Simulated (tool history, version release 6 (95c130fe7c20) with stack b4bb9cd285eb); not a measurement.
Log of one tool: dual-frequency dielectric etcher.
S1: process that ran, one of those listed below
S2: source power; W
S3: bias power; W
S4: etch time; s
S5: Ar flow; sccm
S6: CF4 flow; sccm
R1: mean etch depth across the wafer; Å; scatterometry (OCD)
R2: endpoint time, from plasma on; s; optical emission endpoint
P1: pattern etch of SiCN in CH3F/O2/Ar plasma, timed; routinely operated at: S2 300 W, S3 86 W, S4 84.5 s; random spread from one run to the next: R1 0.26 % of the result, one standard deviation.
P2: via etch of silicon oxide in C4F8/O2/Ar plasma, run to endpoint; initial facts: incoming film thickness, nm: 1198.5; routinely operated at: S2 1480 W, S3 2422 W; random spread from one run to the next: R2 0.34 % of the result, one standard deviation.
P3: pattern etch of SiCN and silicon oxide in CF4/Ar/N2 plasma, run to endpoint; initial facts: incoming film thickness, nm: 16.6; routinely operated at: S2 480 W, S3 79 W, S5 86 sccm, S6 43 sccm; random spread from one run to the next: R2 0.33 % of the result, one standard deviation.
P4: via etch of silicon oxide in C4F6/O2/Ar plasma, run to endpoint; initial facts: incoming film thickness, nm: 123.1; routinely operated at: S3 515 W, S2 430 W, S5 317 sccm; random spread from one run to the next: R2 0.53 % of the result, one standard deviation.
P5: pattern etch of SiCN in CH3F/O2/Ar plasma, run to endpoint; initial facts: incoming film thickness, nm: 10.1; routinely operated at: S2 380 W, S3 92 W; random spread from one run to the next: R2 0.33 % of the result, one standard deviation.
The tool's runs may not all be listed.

{"run": 1, "hour": 4.5, "S1": "P1", "S2": 300, "S3": 86, "S4": 84.5, "R1": 301.28}
{"run": 2, "hour": 12.5, "S1": "P1", "S2": 390, "S3": 86, "S4": 84.5, "R1": 330.62}
{"run": 3, "hour": 16.1, "S1": "P1", "S2": 300, "S3": 86, "S4": 84.5, "R1": 302.31}
{"run": 4, "hour": 20.4, "S1": "P3", "S2": 480, "S3": 52, "S5": 86, "S6": 43, "R2": 21.645}
{"run": 5, "hour": 25.6, "S1": "P5", "S2": 270, "S3": 92, "R2": 29.128}
{"run": 6, "hour": 31.5, "S1": "P4", "S2": 430, "S3": 515, "S5": 225, "R2": 24.271}
{"run": 7, "hour": 36.5, "S1": "P1", "S2": 300, "S3": 86, "S4": 54.5, "R1": 193.99}
{"run": 8, "hour": 43.0, "S1": "P1", "S2": 300, "S3": 66, "S4": 84.5, "R1": 273.1}
{"run": 9, "hour": 48.1, "S1": "P1", "S2": 300, "S3": 86, "S4": 126.0, "R1": 447.12}
{"run": 10, "hour": 52.1, "S1": "P3", "S2": 480, "S3": 79, "S5": 60, "S6": 43, "R2": 17.77}
{"run": 11, "hour": 55.6, "S1": "P2", "S2": 1480, "S3": 2422, "R2": 260.97}
{"run": 12, "hour": 61.9, "S1": "P1", "S2": 300, "S3": 86, "S4": 84.5, "R1": 301.53}
{"run": 13, "hour": 68.5, "S1": "P2", "S2": 1890, "S3": 2422, "R2": 236.38}
{"run": 14, "hour": 72.4, "S1": "P5", "S2": 380, "S3": 92, "R2": 25.704}
{"run": 15, "hour": 79.1, "S1": "P1", "S2": 300, "S3": 86, "S4": 84.5, "R1": 301.53}
{"run": 16, "hour": 82.7, "S1": "P3", "S2": 480, "S3": 79, "S5": 86, "S6": 43, "R2": 18.784}
{"run": 17, "hour": 87.6, "S1": "P5", "S2": 380, "S3": 92, "R2": 25.716}
{"run": 18, "hour": 92.2, "S1": "P5", "S2": 380, "S3": 57, "R2": 30.585}
{"run": 19, "hour": 98.9, "S1": "P3", "S2": 480, "S3": 79, "S5": 86, "S6": 29, "R2": 19.898}
{"run": 20, "hour": 105.3, "S1": "P3", "S2": 480, "S3": 79, "S5": 86, "S6": 43, "R2": 18.723}
{"run": 21, "hour": 109.1, "S1": "P3", "S2": 390, "S3": 79, "S5": 86, "S6": 43, "R2": 22.339}
{"run": 22, "hour": 116.2, "S1": "P4", "S2": 550, "S3": 515, "S5": 317, "R2": 23.118}

For run 23, what comes out?
{"run": 23, "hour": 120.5, "S1": "P1", "S2": 220, "S3": 71, "S4": 84.5, "R1": "?"}

R1: 249.76 Å
